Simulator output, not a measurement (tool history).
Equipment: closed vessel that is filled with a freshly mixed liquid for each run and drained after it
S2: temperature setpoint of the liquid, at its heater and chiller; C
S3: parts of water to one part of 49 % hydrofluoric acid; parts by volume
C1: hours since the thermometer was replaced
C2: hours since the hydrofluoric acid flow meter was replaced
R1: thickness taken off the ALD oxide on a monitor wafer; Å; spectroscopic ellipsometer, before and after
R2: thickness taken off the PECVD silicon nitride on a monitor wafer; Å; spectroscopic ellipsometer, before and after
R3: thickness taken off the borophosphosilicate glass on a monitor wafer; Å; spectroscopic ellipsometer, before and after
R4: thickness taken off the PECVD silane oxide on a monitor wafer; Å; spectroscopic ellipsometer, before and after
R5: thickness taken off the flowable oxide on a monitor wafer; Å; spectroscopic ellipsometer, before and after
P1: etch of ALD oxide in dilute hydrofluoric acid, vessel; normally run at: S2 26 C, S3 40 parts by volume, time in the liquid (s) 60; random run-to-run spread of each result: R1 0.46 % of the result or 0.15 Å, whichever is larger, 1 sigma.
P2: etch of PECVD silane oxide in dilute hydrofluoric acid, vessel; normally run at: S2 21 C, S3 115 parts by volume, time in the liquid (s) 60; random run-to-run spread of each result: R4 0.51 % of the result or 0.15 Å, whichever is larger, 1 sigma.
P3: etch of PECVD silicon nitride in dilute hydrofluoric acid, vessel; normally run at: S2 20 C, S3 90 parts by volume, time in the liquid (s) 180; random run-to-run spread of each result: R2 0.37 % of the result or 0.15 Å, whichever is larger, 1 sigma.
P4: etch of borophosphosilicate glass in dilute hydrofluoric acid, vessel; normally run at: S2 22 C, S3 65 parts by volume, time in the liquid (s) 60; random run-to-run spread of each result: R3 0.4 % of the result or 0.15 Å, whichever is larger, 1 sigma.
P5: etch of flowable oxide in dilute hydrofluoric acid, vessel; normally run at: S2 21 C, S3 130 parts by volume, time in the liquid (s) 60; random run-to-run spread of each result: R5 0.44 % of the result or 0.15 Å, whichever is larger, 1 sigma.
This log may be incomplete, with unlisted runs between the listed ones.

run 1 day=0.275 | process_that_ran=P1 S2=26 S3=40 time_in_the_liquid_(s)=60 | C1=791.6 C2=120.3 | R1=225.77
run 2 day=0.483 | process_that_ran=P1 S2=30.5 S3=40 time_in_the_liquid_(s)=30 | C1=796.6 C2=125.3 | R1=134.12
run 3 day=0.683 | process_that_ran=P3 S2=20 S3=90 time_in_the_liquid_(s)=90 | C1=801.4 C2=130.1 | R2=43.011
run 4 day=0.838 | process_that_ran=P1 S2=26 S3=40 time_in_the_liquid_(s)=60 | C1=805.1 C2=133.8 | R1=224.83
run 5 day=1.138 | process_that_ran=P4 S2=22 S3=65 time_in_the_liquid_(s)=60 | C1=812.3 C2=141 | R3=462.46
run 6 day=1.329 | process_that_ran=P3 S2=20 S3=90 time_in_the_liquid_(s)=180 | C1=816.9 C2=145.6 | R2=85.826
run 7 day=1.508 | process_that_ran=P2 S2=21 S3=115 time_in_the_liquid_(s)=60 | C1=821.2 C2=149.9 | R4=170.83
run 8 day=1.65 | process_that_ran=P1 S2=26 S3=70 time_in_the_liquid_(s)=60 | C1=824.6 C2=153.3 | R1=124.36
run 9 day=1.825 | process_that_ran=P5 S2=21 S3=130 time_in_the_liquid_(s)=90 | C1=828.8 C2=157.5 | R5=245.62
run 10 day=2.042 | process_that_ran=P1 S2=26 S3=40 time_in_the_liquid_(s)=60 | C1=834 C2=162.7 | R1=226.28
run 11 day=2.358 | process_that_ran=P1 S2=26 S3=20 time_in_the_liquid_(s)=60 | C1=841.6 C2=170.3 | R1=465.31
run 12 day=2.517 | process_that_ran=P3 S2=17 S3=90 time_in_the_liquid_(s)=180 | C1=845.4 C2=174.1 | R2=70.098
run 13 day=2.746 | process_that_ran=P5 S2=21 S3=55 time_in_the_liquid_(s)=60 | C1=850.9 C2=179.6 | R5=425.78
run 14 day=2.917 | process_that_ran=P1 S2=26 S3=40 time_in_the_liquid_(s)=60 | C1=855 C2=183.7 | R1=225.26
run 15 day=3.129 | process_that_ran=P2 S2=25 S3=115 time_in_the_liquid_(s)=60 | C1=860.1 C2=188.8 | R4=200.82
run 16 day=3.308 | process_that_ran=P1 S2=18 S3=40 time_in_the_liquid_(s)=60 | C1=864.4 C2=193.1 | R1=161.07
run 17 day=3.592 | process_that_ran=P5 S2=21 S3=130 time_in_the_liquid_(s)=60 | C1=871.2 C2=199.9 | R5=163.04
run 18 day=3.9 | process_that_ran=P2 S2=21 S3=115 time_in_the_liquid_(s)=60 | C1=878.6 C2=207.3 | R4=171.15
run 19 day=4.104 | process_that_ran=P1 S2=34 S3=40 time_in_the_liquid_(s)=60 | C1=883.5 C2=212.2 | R1=307.21
run 20 day=4.367 | process_that_ran=P1 S2=31 S3=40 time_in_the_liquid_(s)=30 | C1=889.8 C2=218.5 | R1=137.61
run 21 day=4.521 | process_that_ran=P1 S2=26 S3=40 time_in_the_liquid_(s)=60 | C1=893.5 C2=222.2 | R1=224.83
run 22 day=4.721 | process_that_ran=P4 S2=29.5 S3=65 time_in_the_liquid_(s)=60 | C1=898.3 C2=227 | R3=617.93
run 23 day=4.992 | process_that_ran=P2 S2=21 S3=185 time_in_the_liquid_(s)=60 | C1=904.8 C2=233.5 | R4=98.585
run 24 day=5.212 | process_that_ran=P4 S2=22 S3=65 time_in_the_liquid_(s)=60 | C1=910.1 C2=238.8 | R3=462.49
run 25 day=5.433 | process_that_ran=P1 S2=26 S3=40 time_in_the_liquid_(s)=60 | C1=915.4 C2=244.1 | R1=224.88
run 26 day=5.621 | process_that_ran=P1 S2=26 S3=40 time_in_the_liquid_(s)=105 | C1=919.9 C2=248.6 | R1=396.49
run 27 day=5.817 | process_that_ran=P4 S2=22 S3=65 time_in_the_liquid_(s)=30 | C1=924.6 C2=253.3 | R3=228.06
run 28 day=6.125 | process_that_ran=P3 S2=20 S3=35 time_in_the_liquid_(s)=180 | C1=932 C2=260.7 | R2=216.24
run 29 day=6.333 | process_that_ran=P1 S2=26 S3=40 time_in_the_liquid_(s)=30 | C1=937 C2=265.7 | R1=113.39
run 30 day=6.588 | process_that_ran=P2 S2=21 S3=115 time_in_the_liquid_(s)=85 | C1=943.1 C2=271.8 | R4=242.36
run 31 day=6.775 | process_that_ran=P4 S2=22 S3=25 time_in_the_liquid_(s)=60 | C1=947.6 C2=276.3 | R3=1262.9
run 32 day=7.008 | process_that_ran=P5 S2=17 S3=130 time_in_the_liquid_(s)=60 | C1=953.2 C2=281.9 | R5=140.32
run 33 day=7.196 | process_that_ran=P3 S2=20 S3=90 time_in_the_liquid_(s)=180 | C1=957.7 C2=286.4 | R2=86.153
run 34 day=7.446 | process_that_ran=P1 S2=26 S3=40 time_in_the_liquid_(s)=60 | C1=963.7 C2=292.4 | R1=225.14
run 35 day=7.633 | process_that_ran=P1 S2=26 S3=40 time_in_the_liquid_(s)=60 | C1=968.2 C2=296.9 | R1=217.19
run 36 day=7.771 | process_that_ran=P1 S2=26 S3=40 time_in_the_liquid_(s)=60 | C1=971.5 C2=300.2 | R1=212.88
run 37 day=8.079 | process_that_ran=P1 S2=26 S3=40 time_in_the_liquid_(s)=60 | C1=978.9 C2=307.6 | R1=207.95

Run 38, settings as shown, results not yet in. Your forecast:
run 38 day=8.358 | process_that_ran=P1 S2=26 S3=40 time_in_the_liquid_(s)=60 | C1=985.6 C2=314.3 | R1=?

{"run 38": {"R1": 204.84}}

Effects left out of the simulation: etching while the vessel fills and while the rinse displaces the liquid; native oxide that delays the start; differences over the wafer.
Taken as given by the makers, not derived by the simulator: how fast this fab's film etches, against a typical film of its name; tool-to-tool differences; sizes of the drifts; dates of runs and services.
